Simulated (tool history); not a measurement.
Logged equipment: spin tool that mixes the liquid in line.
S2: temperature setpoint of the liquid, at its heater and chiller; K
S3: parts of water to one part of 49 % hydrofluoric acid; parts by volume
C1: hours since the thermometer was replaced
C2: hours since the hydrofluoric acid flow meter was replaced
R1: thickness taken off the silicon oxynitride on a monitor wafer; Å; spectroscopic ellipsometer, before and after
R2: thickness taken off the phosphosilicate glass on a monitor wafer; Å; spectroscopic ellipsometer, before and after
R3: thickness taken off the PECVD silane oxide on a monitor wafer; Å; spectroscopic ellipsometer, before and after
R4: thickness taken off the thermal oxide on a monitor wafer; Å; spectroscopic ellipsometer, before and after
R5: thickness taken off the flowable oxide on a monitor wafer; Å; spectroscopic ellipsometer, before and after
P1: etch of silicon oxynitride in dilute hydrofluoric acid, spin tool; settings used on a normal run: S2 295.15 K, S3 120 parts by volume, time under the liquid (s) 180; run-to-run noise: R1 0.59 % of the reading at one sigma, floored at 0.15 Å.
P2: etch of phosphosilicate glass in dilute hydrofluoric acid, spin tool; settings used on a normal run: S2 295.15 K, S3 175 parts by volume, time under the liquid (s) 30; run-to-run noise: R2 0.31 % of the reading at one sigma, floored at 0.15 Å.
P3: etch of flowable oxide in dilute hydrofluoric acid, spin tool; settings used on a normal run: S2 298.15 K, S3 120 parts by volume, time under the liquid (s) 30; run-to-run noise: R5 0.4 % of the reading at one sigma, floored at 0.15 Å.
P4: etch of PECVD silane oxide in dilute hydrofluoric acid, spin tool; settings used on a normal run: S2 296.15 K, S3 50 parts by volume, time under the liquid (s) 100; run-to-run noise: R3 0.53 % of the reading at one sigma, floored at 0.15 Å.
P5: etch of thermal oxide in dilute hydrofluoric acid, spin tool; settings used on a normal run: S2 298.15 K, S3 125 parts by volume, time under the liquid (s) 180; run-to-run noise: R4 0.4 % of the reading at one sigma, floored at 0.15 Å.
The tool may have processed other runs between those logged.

run 1 day=0.338 | process_that_ran=P1 S2=295.15 S3=120 time_under_the_liquid_(s)=180 | C1=841.7 C2=482.7 | R1=41.184
run 2 day=0.671 | process_that_ran=P2 S2=295.15 S3=175 time_under_the_liquid_(s)=30 | C1=849.7 C2=490.7 | R2=168.53
run 3 day=1.025 | process_that_ran=P4 S2=296.15 S3=50 time_under_the_liquid_(s)=30 | C1=858.2 C2=499.2 | R3=116.9
run 4 day=1.588 | process_that_ran=P1 S2=295.15 S3=120 time_under_the_liquid_(s)=305 | C1=871.7 C2=512.7 | R1=69.885
run 5 day=1.925 | process_that_ran=P1 S2=295.15 S3=200 time_under_the_liquid_(s)=180 | C1=879.8 C2=520.8 | R1=22.963
run 6 day=2.471 | process_that_ran=P5 S2=306.15 S3=125 time_under_the_liquid_(s)=180 | C1=892.9 C2=533.9 | R4=94.907
run 7 day=3.033 | process_that_ran=P5 S2=298.15 S3=125 time_under_the_liquid_(s)=80 | C1=906.4 C2=547.4 | R4=31.586
run 8 day=3.683 | process_that_ran=P1 S2=295.15 S3=120 time_under_the_liquid_(s)=180 | C1=922 C2=563 | R1=41.149
run 9 day=4.267 | process_that_ran=P4 S2=296.15 S3=75 time_under_the_liquid_(s)=100 | C1=936 C2=577 | R3=252.94
run 10 day=4.792 | process_that_ran=P4 S2=296.15 S3=50 time_under_the_liquid_(s)=100 | C1=948.6 C2=589.6 | R3=393.69
run 11 day=5.192 | process_that_ran=P2 S2=299.65 S3=175 time_under_the_liquid_(s)=30 | C1=958.2 C2=599.2 | R2=200.22
run 12 day=5.529 | process_that_ran=P5 S2=298.15 S3=220 time_under_the_liquid_(s)=180 | C1=966.3 C2=607.3 | R4=35.94
run 13 day=6.033 | process_that_ran=P3 S2=298.15 S3=120 time_under_the_liquid_(s)=30 | C1=978.4 C2=619.4 | R5=101.47
run 14 day=6.421 | process_that_ran=P1 S2=303.15 S3=120 time_under_the_liquid_(s)=180 | C1=987.7 C2=628.7 | R1=59.249
run 15 day=6.742 | process_that_ran=P1 S2=295.15 S3=120 time_under_the_liquid_(s)=180 | C1=995.4 C2=636.4 | R1=40.836
run 16 day=7.092 | process_that_ran=P2 S2=295.15 S3=35 time_under_the_liquid_(s)=30 | C1=1003.8 C2=644.8 | R2=994.21
run 17 day=7.504 | process_that_ran=P1 S2=295.15 S3=75 time_under_the_liquid_(s)=180 | C1=1013.7 C2=654.7 | R1=67.799
run 18 day=8.012 | process_that_ran=P4 S2=290.15 S3=50 time_under_the_liquid_(s)=100 | C1=1025.9 C2=666.9 | R3=303.68
run 19 day=8.417 | process_that_ran=P1 S2=295.15 S3=120 time_under_the_liquid_(s)=180 | C1=1035.6 C2=676.6 | R1=41.287
run 20 day=9.05 | process_that_ran=P5 S2=298.15 S3=125 time_under_the_liquid_(s)=180 | C1=1050.8 C2=691.8 | R4=71.203
run 21 day=9.704 | process_that_ran=P3 S2=291.15 S3=120 time_under_the_liquid_(s)=30 | C1=1066.5 C2=707.5 | R5=76.49
run 22 day=10.208 | process_that_ran=P2 S2=295.15 S3=175 time_under_the_liquid_(s)=60 | C1=1078.6 C2=719.6 | R2=337.58
run 23 day=10.546 | process_that_ran=P3 S2=298.15 S3=30 time_under_the_liquid_(s)=30 | C1=1086.7 C2=727.7 | R5=454.81
run 24 day=10.95 | process_that_ran=P1 S2=295.15 S3=120 time_under_the_liquid_(s)=95 | C1=1096.4 C2=737.4 | R1=21.976
run 25 day=11.408 | process_that_ran=P1 S2=290.15 S3=120 time_under_the_liquid_(s)=180 | C1=1107.4 C2=748.4 | R1=32.29
run 26 day=12.038 | process_that_ran=P1 S2=295.15 S3=120 time_under_the_liquid_(s)=180 | C1=1122.5 C2=763.5 | R1=40.942
run 27 day=12.442 | process_that_ran=P1 S2=302.15 S3=75 time_under_the_liquid_(s)=180 | C1=1132.2 C2=773.2 | R1=94.664
run 28 day=12.933 | process_that_ran=P3 S2=298.15 S3=120 time_under_the_liquid_(s)=60 | C1=1144 C2=785 | R5=201.82
run 29 day=13.554 | process_that_ran=P1 S2=295.15 S3=120 time_under_the_liquid_(s)=180 | C1=1158.9 C2=799.9 | R1=41.572
run 30 day=14.096 | process_that_ran=P1 S2=295.15 S3=120 time_under_the_liquid_(s)=180 | C1=1171.9 C2=812.9 | R1=39.158
run 31 day=14.554 | process_that_ran=P1 S2=295.15 S3=120 time_under_the_liquid_(s)=180 | C1=1182.9 C2=823.9 | R1=38.46
run 32 day=15.083 | process_that_ran=P1 S2=295.15 S3=120 time_under_the_liquid_(s)=180 | C1=1195.6 C2=836.6 | R1=38.074
run 33 day=15.696 | process_that_ran=P1 S2=295.15 S3=120 time_under_the_liquid_(s)=180 | C1=1210.3 C2=851.3 | R1=37.104
run 34 day=16.233 | process_that_ran=P1 S2=295.15 S3=120 time_under_the_liquid_(s)=180 | C1=1223.2 C2=864.2 | R1=37.323
run 35 day=16.675 | process_that_ran=P1 S2=295.15 S3=120 time_under_the_liquid_(s)=180 | C1=1233.8 C2=874.8 | R1=37.188
run 36 day=17 | process_that_ran=P1 S2=295.15 S3=120 time_under_the_liquid_(s)=180 | C1=1241.6 C2=882.6 | R1=36.693
run 37 day=17.525 | process_that_ran=P1 S2=295.15 S3=120 time_under_the_liquid_(s)=180 | C1=1254.2 C2=895.2 | R1=37.387
run 38 day=18.083 | process_that_ran=P1 S2=295.15 S3=120 time_under_the_liquid_(s)=180 | C1=1267.6 C2=908.6 | R1=36.653

P1 has crept away from where it was. The log is fitted equally well by each of these 2 causes, at the sizes shown:
A: liquid colder than its thermometer reads (K) = 2.23
B: hydrofluoric acid flow below the setpoint (%) = 9.31
Creep in the process output first set in at about day 13.554.

Listed below are the offered check runs, one wafer per run, with question marks in place of results. For which of them would the causes give clearly different outcomes?
run check 1 day=18.642 | process_that_ran=P2 S2=295.15 S3=35 time_under_the_liquid_(s)=30 | R2=?
run check 2 day=18.642 | process_that_ran=P4 S2=291.15 S3=50 time_under_the_liquid_(s)=100 | R3=?
run check 3 day=18.642 | process_that_ran=P5 S2=305.15 S3=125 time_under_the_liquid_(s)=180 | R4=?
run check 4 day=18.642 | process_that_ran=P3 S2=291.15 S3=30 time_under_the_liquid_(s)=30 | R5=?

If the cause were each of the candidates in turn, the checks would give the following:
check=check_1 result=R2 if_A=902.62 if_B=896.23
check=check_2 result=R3 if_A=287.58 if_B=285.73
check=check_3 result=R4 if_A=84.379 if_B=81.506
check=check_4 result=R5 if_A=306.1 if_B=305.21
How far apart the two closest causes lie, in the result that separates them most: check 1 0.71 %; check 2 0.65 %; check 3 3.46 %; check 4 0.29 %
Of the check runs offered, only check 3 discriminates between the causes; the rest would read about the same regardless of which cause applies.

Check 3 has now been run. It gave: R4 84.222 Å. Which of the candidate causes is it?

The cause is A: liquid colder than its thermometer reads (K).
